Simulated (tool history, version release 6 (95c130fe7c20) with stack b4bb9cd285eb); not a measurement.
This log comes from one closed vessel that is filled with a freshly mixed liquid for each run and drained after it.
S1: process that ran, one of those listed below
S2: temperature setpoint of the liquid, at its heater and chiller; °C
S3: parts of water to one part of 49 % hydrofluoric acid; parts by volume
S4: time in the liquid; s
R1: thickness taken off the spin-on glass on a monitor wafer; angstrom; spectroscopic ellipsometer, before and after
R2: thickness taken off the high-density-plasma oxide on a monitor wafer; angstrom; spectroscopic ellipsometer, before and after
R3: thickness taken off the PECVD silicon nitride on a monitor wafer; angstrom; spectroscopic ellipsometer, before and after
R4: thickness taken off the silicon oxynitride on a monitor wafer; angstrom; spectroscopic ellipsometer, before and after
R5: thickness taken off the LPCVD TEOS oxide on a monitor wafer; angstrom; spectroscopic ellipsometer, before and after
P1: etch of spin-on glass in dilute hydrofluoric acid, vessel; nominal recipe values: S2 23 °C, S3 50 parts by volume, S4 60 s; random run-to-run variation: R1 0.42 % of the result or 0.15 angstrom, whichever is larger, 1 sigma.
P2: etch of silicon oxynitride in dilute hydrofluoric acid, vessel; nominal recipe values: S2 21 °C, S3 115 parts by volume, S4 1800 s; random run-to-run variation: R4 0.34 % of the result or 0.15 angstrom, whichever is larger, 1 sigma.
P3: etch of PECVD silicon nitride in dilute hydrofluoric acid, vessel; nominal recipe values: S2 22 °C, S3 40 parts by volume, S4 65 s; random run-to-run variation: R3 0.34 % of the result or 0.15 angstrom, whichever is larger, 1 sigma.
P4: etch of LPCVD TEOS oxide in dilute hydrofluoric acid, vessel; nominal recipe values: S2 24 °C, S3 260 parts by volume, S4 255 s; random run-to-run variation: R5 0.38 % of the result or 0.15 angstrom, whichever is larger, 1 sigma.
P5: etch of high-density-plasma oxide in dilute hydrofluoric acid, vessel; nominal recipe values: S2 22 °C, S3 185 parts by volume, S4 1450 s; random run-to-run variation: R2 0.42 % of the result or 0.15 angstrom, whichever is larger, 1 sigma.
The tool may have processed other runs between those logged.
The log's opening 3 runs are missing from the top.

{"run": 4, "day": 1.854, "S1": "P1", "S2": 23, "S3": 50, "S4": 60, "R1": 755.8}
{"run": 5, "day": 2.108, "S1": "P3", "S2": 30, "S3": 40, "S4": 65, "R3": 127.72}
{"run": 6, "day": 2.596, "S1": "P1", "S2": 23, "S3": 85, "S4": 60, "R1": 422.76}
{"run": 7, "day": 3.021, "S1": "P1", "S2": 23, "S3": 50, "S4": 60, "R1": 753.21}
{"run": 8, "day": 3.279, "S1": "P2", "S2": 21, "S3": 115, "S4": 2620, "R4": 283.67}
{"run": 9, "day": 3.783, "S1": "P1", "S2": 23, "S3": 20, "S4": 60, "R1": 1955.4}
{"run": 10, "day": 4.092, "S1": "P5", "S2": 22, "S3": 185, "S4": 1450, "R2": 426.75}
{"day": 4.446, "done": "thermometer replaced"}
{"run": 11, "day": 4.462, "S1": "P4", "S2": 24, "S3": 55, "S4": 255, "R5": 1725.6}
{"run": 12, "day": 4.921, "S1": "P1", "S2": 23, "S3": 50, "S4": 120, "R1": 1494.1}
{"run": 13, "day": 5.417, "S1": "P5", "S2": 22, "S3": 185, "S4": 2730, "R2": 800.6}
{"run": 14, "day": 5.829, "S1": "P1", "S2": 31.5, "S3": 50, "S4": 60, "R1": 1060.1}
{"run": 15, "day": 6.142, "S1": "P4", "S2": 17, "S3": 260, "S4": 255, "R5": 222.3}
{"run": 16, "day": 6.475, "S1": "P1", "S2": 17, "S3": 50, "S4": 30, "R1": 291.11}
{"run": 17, "day": 6.867, "S1": "P5", "S2": 22, "S3": 35, "S4": 1450, "R2": 2692}
{"run": 18, "day": 7.117, "S1": "P3", "S2": 22, "S3": 40, "S4": 120, "R3": 137.64}
{"run": 19, "day": 7.45, "S1": "P1", "S2": 23, "S3": 80, "S4": 30, "R1": 226.5}
{"run": 20, "day": 7.742, "S1": "P1", "S2": 23, "S3": 50, "S4": 60, "R1": 757.12}
{"run": 21, "day": 8.262, "S1": "P2", "S2": 21, "S3": 45, "S4": 1800, "R4": 524.47}

Forecast run 22:
{"run": 22, "day": 8.558, "S1": "P1", "S2": 23, "S3": 50, "S4": 30, "R1": "?"}

{"run 22": {"R1": 376.87}}
